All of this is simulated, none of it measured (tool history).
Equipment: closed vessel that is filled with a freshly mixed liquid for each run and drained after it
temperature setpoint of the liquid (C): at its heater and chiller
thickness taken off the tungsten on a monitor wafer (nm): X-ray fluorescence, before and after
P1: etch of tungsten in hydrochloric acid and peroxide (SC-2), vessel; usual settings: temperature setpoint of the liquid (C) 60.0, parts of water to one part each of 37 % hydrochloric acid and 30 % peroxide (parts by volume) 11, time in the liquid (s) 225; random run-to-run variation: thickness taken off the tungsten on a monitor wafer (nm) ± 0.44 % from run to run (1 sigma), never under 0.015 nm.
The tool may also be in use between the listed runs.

run	hour	temperature setpoint of the liquid (C)	parts of water to one part each of 37 % hydrochloric acid and 30 % peroxide (parts by volume)	time in the liquid (s)	thickness taken off the tungsten on a monitor wafer (nm)
1	8.2	60.0	11	225	59.0080
2	13.9	60.0	11	225	59.0710
3	19.2	60.0	11	30	7.8543
4	26.4	72.0	11	135	73.1290
# hour 29.9: chemicals flow meter replaced
5	31.1	44.5	11	225	21.3840
6	36.4	60.0	11	225	58.6000
7	44.9	60.0	11	225	59.0730
8	52.6	60.0	4	225	128.9500
9	59.6	72.0	11	225	122.4200
10	63.8	60.0	11	225	59.1280
11	70.2	60.0	11	225	59.0100
12	75.8	60.0	11	225	58.9970
13	82.3	60.0	11	395	103.7500
14	87.2	60.0	20	225	35.3080
15	94.7	60.0	11	225	58.9660
16	102.3	60.0	11	225	61.6940
17	109.8	60.0	11	225	62.9220
18	114.6	60.0	11	225	62.7240
19	120.2	60.0	11	225	63.3730
20	129.9	60.0	11	225	63.8990
21	136.1	60.0	11	225	64.4820
22	145.0	60.0	11	225	64.6920
23	152.3	60.0	11	225	64.6310
24	157.2	60.0	11	225	64.5880

The output of P1 has drifted from where it used to be. Each of the 2 causes below, taken at the size shown beside it, accounts for the log equally well:
A: liquid hotter than its thermometer reads (K) = 1.39
B: chemicals flow above the setpoint (%) = 10.8
At approximately hour 94.7, the process output began to creep.
Why every other cause is out:
peroxide weaker than its label (%): at most 8, giving a -7.4 % change in thickness taken off the tungsten on a monitor wafer (nm): too small, or against the direction of the creep

The list below offers 4 check runs, each averaging the results of 2 wafers, and shows each result as a question mark. For which of them would the listed causes give clearly different results?
check 1	162.1	60.0	19.5	115	?
check 2	162.1	60.0	19.0	45	?
check 3	162.1	66.0	11.0	85	?
check 4	162.1	49.0	4.5	225	?

Check results expected under each cause:
check	result	if A	if B
check 1	thickness taken off the tungsten on a monitor wafer (nm)	19.9640	20.0780
check 2	thickness taken off the tungsten on a monitor wafer (nm)	7.9978	8.0418
check 3	thickness taken off the tungsten on a monitor wafer (nm)	35.2140	35.2930
check 4	thickness taken off the tungsten on a monitor wafer (nm)	63.6700	62.2270
Minimum pairwise separation of causes per check, each pair taken at its best-separating result: check 1 0.57 %; check 2 0.55 %; check 3 0.23 %; check 4 2.29 %
The other checks would show nearly matching results whichever cause is true, so check 4 is the only one that separates the causes.

After running check 4, the following was obtained: thickness taken off the tungsten on a monitor wafer (nm) 62.0890. Which cause does this point to?

It was cause B: chemicals flow above the setpoint (%).
